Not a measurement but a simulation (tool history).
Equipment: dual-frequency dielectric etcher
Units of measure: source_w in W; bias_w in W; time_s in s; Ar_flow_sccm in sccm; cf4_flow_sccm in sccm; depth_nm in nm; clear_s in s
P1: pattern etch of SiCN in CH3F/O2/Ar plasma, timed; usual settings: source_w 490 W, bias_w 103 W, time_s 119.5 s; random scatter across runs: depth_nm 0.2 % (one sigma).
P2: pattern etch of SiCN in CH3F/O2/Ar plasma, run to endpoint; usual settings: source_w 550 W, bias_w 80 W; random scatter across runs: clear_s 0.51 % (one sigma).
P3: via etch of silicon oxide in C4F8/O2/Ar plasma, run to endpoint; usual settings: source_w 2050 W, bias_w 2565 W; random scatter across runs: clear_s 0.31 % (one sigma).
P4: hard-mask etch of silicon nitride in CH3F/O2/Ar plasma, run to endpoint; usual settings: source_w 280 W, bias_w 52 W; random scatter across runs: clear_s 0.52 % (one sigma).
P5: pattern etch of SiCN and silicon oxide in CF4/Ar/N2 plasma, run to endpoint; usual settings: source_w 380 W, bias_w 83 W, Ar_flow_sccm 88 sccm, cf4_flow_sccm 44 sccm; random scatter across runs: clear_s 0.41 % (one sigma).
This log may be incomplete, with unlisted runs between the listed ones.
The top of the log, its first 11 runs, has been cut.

run	hour	process	source_w	bias_w	time_s	Ar_flow_sccm	cf4_flow_sccm	depth_nm	clear_s
12	151.6	P2	690	80					18.451
13	169.3	P1	490	73	119.5			48.488	
14	187.3	P1	490	103	119.5			54.980	
15	204.1	P5	380	83		88	44		22.646
16	212.4	P1	490	63	89.0			34.229	
17	224.0	P1	490	103	119.5			54.685	
18	242.7	P3	2050	2565					304.830
19	259.9	P2	550	47					23.939
20	274.2	P1	490	122	119.5			58.378	
21	289.8	P1	590	103	119.5			58.788	
22	299.6	P3	1320	2565					363.600
23	318.1	P5	380	62		88	44		25.415
24	335.8	P2	550	80					20.219
25	348.2	P1	370	103	119.5			49.419	
26	359.7	P4	280	52					52.402
27	371.3	P1	490	103	119.5			54.866	
28	382.5	P1	490	103	119.5			54.764	
29	399.7	P1	490	103	119.5			55.201	

Predict the results of run 30:
30	417.9	P1	490	103	119.5			?	

{"run 30": {"depth_nm": 55.426}}
